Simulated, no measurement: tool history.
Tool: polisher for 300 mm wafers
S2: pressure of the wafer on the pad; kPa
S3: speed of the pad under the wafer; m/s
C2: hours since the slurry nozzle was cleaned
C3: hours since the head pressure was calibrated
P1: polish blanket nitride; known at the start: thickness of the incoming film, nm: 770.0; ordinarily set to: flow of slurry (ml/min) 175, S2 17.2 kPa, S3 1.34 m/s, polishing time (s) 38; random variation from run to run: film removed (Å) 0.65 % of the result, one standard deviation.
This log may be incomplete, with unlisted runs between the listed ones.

run 1 hour=16.7 | flow_of_slurry_(ml/min)=175 S2=17.2 S3=1.34 polishing_time_(s)=38 | wafers_polished_on_this_pad=876 C2=132.4 C3=148.5 | film_removed_(Å)=503.61
run 2 hour=29.2 | flow_of_slurry_(ml/min)=175 S2=17.2 S3=2.10 polishing_time_(s)=38 | wafers_polished_on_this_pad=1037 C2=144.9 C3=161.0 | film_removed_(Å)=714.09
run 3 hour=46.1 | flow_of_slurry_(ml/min)=175 S2=17.2 S3=1.34 polishing_time_(s)=38 | wafers_polished_on_this_pad=1255 C2=161.8 C3=177.9 | film_removed_(Å)=505.36
run 4 hour=59.5 | flow_of_slurry_(ml/min)=175 S2=17.2 S3=1.34 polishing_time_(s)=18 | wafers_polished_on_this_pad=1427 C2=175.2 C3=191.3 | film_removed_(Å)=233.83
run 5 hour=74.6 | flow_of_slurry_(ml/min)=240 S2=17.2 S3=1.34 polishing_time_(s)=38 | wafers_polished_on_this_pad=1622 C2=190.3 C3=206.4 | film_removed_(Å)=518.65
run 6 hour=89.2 | flow_of_slurry_(ml/min)=175 S2=17.2 S3=1.34 polishing_time_(s)=38 | wafers_polished_on_this_pad=1810 C2=204.9 C3=221.0 | film_removed_(Å)=502.02
run 7 hour=103.5 | flow_of_slurry_(ml/min)=175 S2=26.9 S3=1.34 polishing_time_(s)=38 | wafers_polished_on_this_pad=1994 C2=219.2 C3=235.3 | film_removed_(Å)=769.50
run 8 hour=116.7 | flow_of_slurry_(ml/min)=110 S2=17.2 S3=1.34 polishing_time_(s)=38 | wafers_polished_on_this_pad=2164 C2=232.4 C3=248.5 | film_removed_(Å)=454.67
run 9 hour=124.8 | flow_of_slurry_(ml/min)=175 S2=17.2 S3=0.62 polishing_time_(s)=38 | wafers_polished_on_this_pad=2268 C2=240.5 C3=256.6 | film_removed_(Å)=272.61
run 10 hour=141.3 | flow_of_slurry_(ml/min)=250 S2=17.2 S3=1.34 polishing_time_(s)=27 | wafers_polished_on_this_pad=2480 C2=257.0 C3=273.1 | film_removed_(Å)=373.75
run 11 hour=149.6 | flow_of_slurry_(ml/min)=175 S2=17.2 S3=1.34 polishing_time_(s)=38 | wafers_polished_on_this_pad=2587 C2=265.3 C3=281.4 | film_removed_(Å)=507.24
run 12 hour=164.2 | flow_of_slurry_(ml/min)=175 S2=9.7 S3=1.34 polishing_time_(s)=38 | wafers_polished_on_this_pad=2775 C2=279.9 C3=296.0 | film_removed_(Å)=281.28
run 13 hour=179.7 | flow_of_slurry_(ml/min)=175 S2=17.2 S3=1.34 polishing_time_(s)=59 | wafers_polished_on_this_pad=2975 C2=295.4 C3=311.5 | film_removed_(Å)=787.22
run 14 hour=187.7 | flow_of_slurry_(ml/min)=175 S2=17.2 S3=1.34 polishing_time_(s)=38 | wafers_polished_on_this_pad=3078 C2=303.4 C3=319.5 | film_removed_(Å)=497.22
run 15 hour=201.9 | flow_of_slurry_(ml/min)=175 S2=17.2 S3=1.34 polishing_time_(s)=38 | wafers_polished_on_this_pad=3261 C2=317.6 C3=333.7 | film_removed_(Å)=492.45
run 16 hour=210.8 | flow_of_slurry_(ml/min)=175 S2=17.2 S3=1.34 polishing_time_(s)=38 | wafers_polished_on_this_pad=3375 C2=326.5 C3=342.6 | film_removed_(Å)=481.52
run 17 hour=219.7 | flow_of_slurry_(ml/min)=175 S2=17.2 S3=1.34 polishing_time_(s)=38 | wafers_polished_on_this_pad=3490 C2=335.4 C3=351.5 | film_removed_(Å)=477.00
run 18 hour=236.6 | flow_of_slurry_(ml/min)=175 S2=17.2 S3=1.34 polishing_time_(s)=38 | wafers_polished_on_this_pad=3707 C2=352.3 C3=368.4 | film_removed_(Å)=476.14
run 19 hour=250.7 | flow_of_slurry_(ml/min)=175 S2=17.2 S3=1.34 polishing_time_(s)=38 | wafers_polished_on_this_pad=3889 C2=366.4 C3=382.5 | film_removed_(Å)=469.25
-- hour=257.8 head pressure recalibrated
run 20 hour=263.2 | flow_of_slurry_(ml/min)=175 S2=17.2 S3=1.34 polishing_time_(s)=38 | wafers_polished_on_this_pad=4050 C2=378.9 C3=5.5 | film_removed_(Å)=466.98
run 21 hour=271.8 | flow_of_slurry_(ml/min)=175 S2=17.2 S3=1.34 polishing_time_(s)=38 | wafers_polished_on_this_pad=4161 C2=387.5 C3=14.1 | film_removed_(Å)=475.35
run 22 hour=288.6 | flow_of_slurry_(ml/min)=175 S2=17.2 S3=1.34 polishing_time_(s)=38 | wafers_polished_on_this_pad=4377 C2=404.3 C3=30.9 | film_removed_(Å)=464.64
run 23 hour=302.2 | flow_of_slurry_(ml/min)=175 S2=17.2 S3=1.34 polishing_time_(s)=38 | wafers_polished_on_this_pad=4552 C2=417.9 C3=44.5 | film_removed_(Å)=473.00
run 24 hour=315.8 | flow_of_slurry_(ml/min)=175 S2=17.2 S3=1.34 polishing_time_(s)=38 | wafers_polished_on_this_pad=4727 C2=431.5 C3=58.1 | film_removed_(Å)=467.20
run 25 hour=324.3 | flow_of_slurry_(ml/min)=175 S2=17.2 S3=1.34 polishing_time_(s)=38 | wafers_polished_on_this_pad=4837 C2=440.0 C3=66.6 | film_removed_(Å)=470.38

P1 no longer gives what it gave before; its output has crept away from where it was. The following 2 causes, each at its listed size, fit the log equally well:
A: removal rate lost through wear of the pad, % = 6.75
B: slurry flow missing at the pad, % = 32
Onset of the creep was near hour 187.7.
All other causes, with the reason each is excluded:
head's pressure below its setpoint, %: serviced at hour 257.8, which brought nothing back

The 4 check runs listed below each average the results of 3 wafers, and their outcomes are marked with question marks. Under which run would the listed causes produce clearly different results?
run check 1 hour=332.8 | flow_of_slurry_(ml/min)=175 S2=17.2 S3=2.08 polishing_time_(s)=55 | film_removed_(Å)=?
run check 2 hour=332.8 | flow_of_slurry_(ml/min)=175 S2=24.8 S3=1.34 polishing_time_(s)=21 | film_removed_(Å)=?
run check 3 hour=332.8 | flow_of_slurry_(ml/min)=120 S2=17.2 S3=1.34 polishing_time_(s)=21 | film_removed_(Å)=?
run check 4 hour=332.8 | flow_of_slurry_(ml/min)=175 S2=10.3 S3=1.34 polishing_time_(s)=57 | film_removed_(Å)=?

What every check run would give for each of its results, assuming each possible cause in turn:
check=check_1 result=film_removed_(Å) if_A=958.52 if_B=958.68
check=check_2 result=film_removed_(Å) if_A=370.73 if_B=370.79
check=check_3 result=film_removed_(Å) if_A=240.54 if_B=233.90
check=check_4 result=film_removed_(Å) if_A=419.27 if_B=419.35
Separation of the two closest causes in each check, using whichever result separates them best: check 1 0.02 %; check 2 0.02 %; check 3 2.8 %; check 4 0.02 %
The causes can be told apart only by check 3. The other checks would give nearly the same results under each of them.

Check 3 was carried out, with these results: film removed (Å) 241.56. Which of the listed causes is responsible?

The correct cause is A, namely: removal rate lost through wear of the pad, %.
